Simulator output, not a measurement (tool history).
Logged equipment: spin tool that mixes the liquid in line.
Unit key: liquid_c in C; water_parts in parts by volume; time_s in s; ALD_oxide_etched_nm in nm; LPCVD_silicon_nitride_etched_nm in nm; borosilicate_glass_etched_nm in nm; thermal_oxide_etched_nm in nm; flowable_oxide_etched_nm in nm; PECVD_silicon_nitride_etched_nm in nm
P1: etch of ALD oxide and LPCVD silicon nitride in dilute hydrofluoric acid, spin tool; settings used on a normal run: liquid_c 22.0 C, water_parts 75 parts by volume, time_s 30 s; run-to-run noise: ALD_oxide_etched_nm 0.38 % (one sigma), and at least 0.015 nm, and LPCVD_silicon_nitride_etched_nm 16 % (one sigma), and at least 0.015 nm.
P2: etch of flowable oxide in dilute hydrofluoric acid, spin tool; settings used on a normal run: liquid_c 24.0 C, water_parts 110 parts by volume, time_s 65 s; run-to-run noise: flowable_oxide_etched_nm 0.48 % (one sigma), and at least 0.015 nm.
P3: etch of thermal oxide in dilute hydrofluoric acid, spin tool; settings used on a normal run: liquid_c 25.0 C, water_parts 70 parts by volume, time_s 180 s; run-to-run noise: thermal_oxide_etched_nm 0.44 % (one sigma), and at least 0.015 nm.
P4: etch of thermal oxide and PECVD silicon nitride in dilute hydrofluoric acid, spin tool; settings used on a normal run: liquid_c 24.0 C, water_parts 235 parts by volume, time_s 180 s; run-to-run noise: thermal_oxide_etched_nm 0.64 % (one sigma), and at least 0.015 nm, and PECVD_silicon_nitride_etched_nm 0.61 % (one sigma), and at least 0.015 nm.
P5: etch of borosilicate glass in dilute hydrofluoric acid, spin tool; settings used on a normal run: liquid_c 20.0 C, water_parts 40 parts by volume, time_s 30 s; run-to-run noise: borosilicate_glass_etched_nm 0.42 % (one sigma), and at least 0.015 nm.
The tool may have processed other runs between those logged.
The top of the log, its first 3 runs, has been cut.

run	hour	process	liquid_c	water_parts	time_s	hours since the thermometer was replaced	hours since the hydrofluoric acid flow meter was replaced	ALD_oxide_etched_nm	LPCVD_silicon_nitride_etched_nm	borosilicate_glass_etched_nm	thermal_oxide_etched_nm	flowable_oxide_etched_nm	PECVD_silicon_nitride_etched_nm
4	22.7	P3	25.0	70	310	1636.2	231.6				24.6300		
5	29.7	P2	24.0	110	65	1643.2	238.6					17.0210	
6	35.3	P1	22.0	75	65	1648.8	244.2	25.3800	0.313000				
7	44.3	P1	22.0	75	30	1657.8	253.2	11.6130	0.166960				
8	52.9	P4	24.0	235	180	1666.4	261.8				3.2765		3.7629
9	57.7	P1	27.5	75	30	1671.2	266.6	14.5920	0.217080				
10	66.9	P1	22.0	75	30	1680.4	275.8	11.6950	0.159890				
11	73.2	P1	22.0	75	30	1686.7	282.1	11.7820	0.188740				
12	81.3	P3	25.0	35	180	1694.8	290.2				30.0210		
13	87.9	P2	24.0	55	65	1701.4	296.8					36.5680	
14	94.7	P2	24.0	110	30	1708.2	303.6					7.8991	
15	98.7	P1	28.5	75	15	1712.2	307.6	7.6091	0.170140				
16	104.0	P5	24.0	40	30	1717.5	312.9			40.154			
17	108.7	P1	25.5	125	30	1722.2	317.6	7.5694	0.142280				
18	115.7	P1	22.0	20	30	1729.2	324.6	47.2180	0.565300				
19	121.5	P1	22.0	75	15	1735.0	330.4	5.8659	0.072464				
20	128.6	P4	30.0	235	180	1742.1	337.5				4.0561		5.3885
21	134.2	P1	22.0	115	30	1747.7	343.1	7.2809	0.111530				

Run 22 has not been measured yet. What should we expect?
22	141.7	P5	20.0	65	30	1755.2	350.6			?			

For run 22 the tool returned borosilicate_glass_etched_nm 20.257 nm.
